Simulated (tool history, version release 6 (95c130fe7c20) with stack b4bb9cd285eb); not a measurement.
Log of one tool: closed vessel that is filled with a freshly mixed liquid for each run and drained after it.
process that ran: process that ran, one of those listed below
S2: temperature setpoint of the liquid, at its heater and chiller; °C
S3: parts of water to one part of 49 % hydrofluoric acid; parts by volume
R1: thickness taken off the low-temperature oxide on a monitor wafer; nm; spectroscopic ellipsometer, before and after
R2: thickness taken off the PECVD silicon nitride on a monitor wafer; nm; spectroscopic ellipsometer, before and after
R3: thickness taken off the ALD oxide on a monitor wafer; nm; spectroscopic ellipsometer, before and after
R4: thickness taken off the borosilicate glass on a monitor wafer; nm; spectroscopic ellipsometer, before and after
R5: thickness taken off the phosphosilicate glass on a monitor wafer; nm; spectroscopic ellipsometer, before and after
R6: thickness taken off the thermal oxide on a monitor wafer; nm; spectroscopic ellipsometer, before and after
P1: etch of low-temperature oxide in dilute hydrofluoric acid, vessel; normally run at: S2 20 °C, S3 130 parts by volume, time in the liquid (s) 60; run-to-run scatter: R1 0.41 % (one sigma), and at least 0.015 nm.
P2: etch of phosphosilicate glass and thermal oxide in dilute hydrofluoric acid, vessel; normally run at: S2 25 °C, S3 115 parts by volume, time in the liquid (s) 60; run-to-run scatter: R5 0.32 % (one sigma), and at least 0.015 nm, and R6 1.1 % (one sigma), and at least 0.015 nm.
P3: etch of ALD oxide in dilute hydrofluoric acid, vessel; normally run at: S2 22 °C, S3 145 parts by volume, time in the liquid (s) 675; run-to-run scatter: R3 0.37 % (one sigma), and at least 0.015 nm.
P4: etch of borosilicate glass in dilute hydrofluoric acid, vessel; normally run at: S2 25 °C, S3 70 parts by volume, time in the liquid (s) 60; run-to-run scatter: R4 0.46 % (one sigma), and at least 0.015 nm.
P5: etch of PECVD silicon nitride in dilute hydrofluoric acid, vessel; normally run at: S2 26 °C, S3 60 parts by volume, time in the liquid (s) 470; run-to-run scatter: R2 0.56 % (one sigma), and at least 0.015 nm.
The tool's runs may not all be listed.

{"run": 1, "hour": 13.5, "process that ran": "P1", "S2": 20, "S3": 130, "time in the liquid (s)": 60, "R1": 6.9388}
{"run": 2, "hour": 31.0, "process that ran": "P1", "S2": 20, "S3": 230, "time in the liquid (s)": 110, "R1": 6.5237}
{"run": 3, "hour": 43.6, "process that ran": "P5", "S2": 26, "S3": 105, "time in the liquid (s)": 470, "R2": 25.915}
{"run": 4, "hour": 53.4, "process that ran": "P3", "S2": 22, "S3": 145, "time in the liquid (s)": 675, "R3": 56.163}
{"hour": 57.9, "done": "hydrofluoric acid flow meter replaced"}
{"run": 5, "hour": 63.8, "process that ran": "P4", "S2": 25, "S3": 125, "time in the liquid (s)": 60, "R4": 11.81}
{"run": 6, "hour": 77.4, "process that ran": "P4", "S2": 25, "S3": 70, "time in the liquid (s)": 60, "R4": 22.414}
{"hour": 82.4, "done": "thermometer replaced"}
{"run": 7, "hour": 94.1, "process that ran": "P1", "S2": 20, "S3": 130, "time in the liquid (s)": 60, "R1": 6.9059}
{"run": 8, "hour": 102.3, "process that ran": "P1", "S2": 24, "S3": 130, "time in the liquid (s)": 60, "R1": 8.0807}
{"run": 9, "hour": 117.0, "process that ran": "P1", "S2": 17, "S3": 130, "time in the liquid (s)": 60, "R1": 6.1128}
{"run": 10, "hour": 131.0, "process that ran": "P3", "S2": 22, "S3": 145, "time in the liquid (s)": 1175, "R3": 98.267}
{"run": 11, "hour": 141.4, "process that ran": "P2", "S2": 31, "S3": 115, "time in the liquid (s)": 60, "R5": 129.8, "R6": 3.2123}
{"run": 12, "hour": 151.9, "process that ran": "P1", "S2": 20, "S3": 235, "time in the liquid (s)": 60, "R1": 3.4548}
{"run": 13, "hour": 163.7, "process that ran": "P2", "S2": 25, "S3": 115, "time in the liquid (s)": 60, "R5": 104.57, "R6": 2.5057}
{"run": 14, "hour": 171.8, "process that ran": "P1", "S2": 20, "S3": 130, "time in the liquid (s)": 60, "R1": 6.9654}
{"run": 15, "hour": 189.5, "process that ran": "P4", "S2": 25, "S3": 70, "time in the liquid (s)": 60, "R4": 22.685}
{"run": 16, "hour": 203.7, "process that ran": "P2", "S2": 25, "S3": 115, "time in the liquid (s)": 60, "R5": 103.86, "R6": 2.5303}
{"run": 17, "hour": 213.4, "process that ran": "P1", "S2": 20, "S3": 130, "time in the liquid (s)": 95, "R1": 11.017}
{"run": 18, "hour": 225.8, "process that ran": "P5", "S2": 26, "S3": 60, "time in the liquid (s)": 910, "R2": 86.804}
{"run": 19, "hour": 238.5, "process that ran": "P1", "S2": 20, "S3": 130, "time in the liquid (s)": 60, "R1": 6.9646}
{"run": 20, "hour": 250.0, "process that ran": "P1", "S2": 20, "S3": 130, "time in the liquid (s)": 30, "R1": 3.4781}
{"run": 21, "hour": 261.1, "process that ran": "P3", "S2": 22, "S3": 245, "time in the liquid (s)": 675, "R3": 29.925}
{"run": 22, "hour": 271.7, "process that ran": "P5", "S2": 32.5, "S3": 60, "time in the liquid (s)": 470, "R2": 68.578}
{"run": 23, "hour": 284.1, "process that ran": "P3", "S2": 22, "S3": 145, "time in the liquid (s)": 675, "R3": 56.027}
{"run": 24, "hour": 293.9, "process that ran": "P1", "S2": 20, "S3": 50, "time in the liquid (s)": 60, "R1": 19.759}

Forecast run 25:
{"run": 25, "hour": 306.7, "process that ran": "P3", "S2": 18, "S3": 145, "time in the liquid (s)": 675, "R3": "?"}

Run 25 gave R3 47.825 nm.
